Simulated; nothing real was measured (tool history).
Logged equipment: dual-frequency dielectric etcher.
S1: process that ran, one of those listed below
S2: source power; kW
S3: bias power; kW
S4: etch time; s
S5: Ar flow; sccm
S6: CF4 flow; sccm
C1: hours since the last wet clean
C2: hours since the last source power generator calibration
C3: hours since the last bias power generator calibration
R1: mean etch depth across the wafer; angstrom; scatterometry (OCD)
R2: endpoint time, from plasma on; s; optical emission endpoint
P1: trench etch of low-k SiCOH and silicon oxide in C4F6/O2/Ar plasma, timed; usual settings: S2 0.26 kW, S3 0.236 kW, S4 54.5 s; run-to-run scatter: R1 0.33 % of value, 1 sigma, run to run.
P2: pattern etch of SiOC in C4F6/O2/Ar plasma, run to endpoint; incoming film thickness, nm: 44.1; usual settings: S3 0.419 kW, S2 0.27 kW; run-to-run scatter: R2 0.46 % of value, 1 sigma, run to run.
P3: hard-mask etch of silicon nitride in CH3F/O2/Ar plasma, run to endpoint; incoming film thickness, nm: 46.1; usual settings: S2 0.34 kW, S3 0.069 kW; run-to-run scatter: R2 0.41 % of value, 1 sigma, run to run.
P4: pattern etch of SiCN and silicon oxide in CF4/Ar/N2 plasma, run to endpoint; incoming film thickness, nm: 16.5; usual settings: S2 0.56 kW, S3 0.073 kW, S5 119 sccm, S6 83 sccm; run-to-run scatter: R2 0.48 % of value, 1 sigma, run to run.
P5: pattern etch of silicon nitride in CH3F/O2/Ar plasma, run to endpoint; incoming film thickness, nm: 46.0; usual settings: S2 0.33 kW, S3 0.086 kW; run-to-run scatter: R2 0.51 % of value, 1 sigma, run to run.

run,hour,S1,S2,S3,S4,S5,S6,C1,C2,C3,R1,R2
1,12.1,P1,0.26,0.236,54.5,,,62.8,2493.5,2114.5,1654.6,
2,23.4,P3,0.21,0.069,,,,74.1,2504.8,2125.8,,85.955
3,35.5,P2,0.27,0.419,,,,86.2,2516.9,2137.9,,18.29
4,43,P4,0.56,0.073,,74,83,93.7,2524.4,2145.4,,14.901
5,57.7,P1,0.26,0.236,71,,,108.4,2539.1,2160.1,2162.4,
6,72.8,P4,0.78,0.073,,119,83,123.5,2554.2,2175.2,,11.934
7,86.6,P1,0.26,0.305,37,,,137.3,2568,2189,1233.1,
8,96.8,P5,0.33,0.086,,,,147.5,2578.2,2199.2,,69.406
9,108,P5,0.46,0.086,,,,158.7,2589.4,2210.4,,61.273
10,120,P4,0.56,0.073,,119,83,170.7,2601.4,2222.4,,15.965
11,131.3,P1,0.26,0.236,54.5,,,182,2612.7,2233.7,1664.3,
12,146.1,P2,0.27,0.593,,,,196.8,2627.5,2248.5,,15.885
13,153.8,P5,0.33,0.086,,,,204.5,2635.2,2256.2,,68.995
14,167.1,P3,0.34,0.069,,,,217.8,2648.5,2269.5,,72.17
15,175.9,P4,0.56,0.046,,119,83,226.6,2657.3,2278.3,,18.458
# hour 186.2: wet clean of the chamber
16,188,P3,0.34,0.069,,,,1.9,2669.4,2290.4,,71.872
17,200.2,P1,0.26,0.236,30,,,14.1,2681.6,2302.6,912.39,
18,207.8,P1,0.26,0.182,54.5,,,21.7,2689.2,2310.2,1517.3,
19,221.6,P1,0.35,0.236,54.5,,,35.5,2703,2324,1846.6,
20,235,P1,0.26,0.236,54.5,,,48.9,2716.4,2337.4,1657.2,
21,247.2,P4,0.56,0.073,,119,48,61.1,2728.6,2349.6,,17.576
22,262.3,P2,0.16,0.419,,,,76.2,2743.7,2364.7,,22.181
23,269.5,P4,0.56,0.073,,119,83,83.4,2750.9,2371.9,,15.95

Predict the results of run 24:
24,276.3,P1,0.26,0.236,54.5,,,90.2,2757.7,2378.7,?,

R1: 1656.8 angstrom

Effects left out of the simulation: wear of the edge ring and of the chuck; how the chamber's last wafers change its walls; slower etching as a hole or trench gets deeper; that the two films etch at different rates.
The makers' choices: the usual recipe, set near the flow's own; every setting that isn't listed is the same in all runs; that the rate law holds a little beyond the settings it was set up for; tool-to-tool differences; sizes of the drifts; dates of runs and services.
